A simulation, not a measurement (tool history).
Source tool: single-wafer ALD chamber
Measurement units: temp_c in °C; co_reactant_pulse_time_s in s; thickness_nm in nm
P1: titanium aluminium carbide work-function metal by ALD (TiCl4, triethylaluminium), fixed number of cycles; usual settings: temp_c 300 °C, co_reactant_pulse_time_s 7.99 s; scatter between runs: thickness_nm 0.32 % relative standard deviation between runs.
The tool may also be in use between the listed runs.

run	day	temp_c	co_reactant_pulse_time_s	hours since the last thermocouple change	hours since the last triethylaluminium bottle change	thickness_nm
1	0.433	300	7.99	1103.9	272.5	1.8989
2	0.725	319	3.11	1110.9	279.5	1.4441
3	1.021	300	3.27	1118.0	286.6	1.3798
4	1.500	300	7.99	1129.5	298.1	1.9105
5	2.012	323	7.99	1141.8	310.4	2.1055
6	2.475	280	12.68	1152.9	321.5	1.8332
7	2.942	300	7.99	1164.1	332.7	1.9097
8	3.288	289	10.56	1172.4	341.0	1.8922
9	3.721	300	7.99	1182.8	351.4	1.9094
# day 3.954: triethylaluminium bottle replaced
10	3.996	300	7.99	1189.4	1.0	1.9143
11	4.400	300	10.88	1199.1	10.7	1.9960
12	4.896	300	7.99	1211.0	22.6	1.8957
13	5.208	278	7.99	1218.5	30.1	1.7228
14	5.692	300	7.99	1230.1	41.7	1.9103
15	6.192	300	7.99	1242.1	53.7	1.9049
16	6.762	300	7.99	1255.8	67.4	1.8869
17	7.338	300	7.99	1269.6	81.2	1.8934
18	7.808	300	7.99	1280.9	92.5	1.8946
19	8.217	300	7.99	1290.7	102.3	1.8732
20	8.804	300	7.99	1304.8	116.4	1.8852
21	9.188	300	7.99	1314.0	125.6	1.8764
22	9.546	300	7.99	1322.6	134.2	1.8876
23	9.950	300	7.99	1332.3	143.9	1.8750
24	10.342	300	7.99	1341.7	153.3	1.8917

Run 25 has not been measured yet. What should we expect?
25	10.746	300	7.99	1351.4	163.0	?

{"run 25": {"thickness_nm": 1.8757}}

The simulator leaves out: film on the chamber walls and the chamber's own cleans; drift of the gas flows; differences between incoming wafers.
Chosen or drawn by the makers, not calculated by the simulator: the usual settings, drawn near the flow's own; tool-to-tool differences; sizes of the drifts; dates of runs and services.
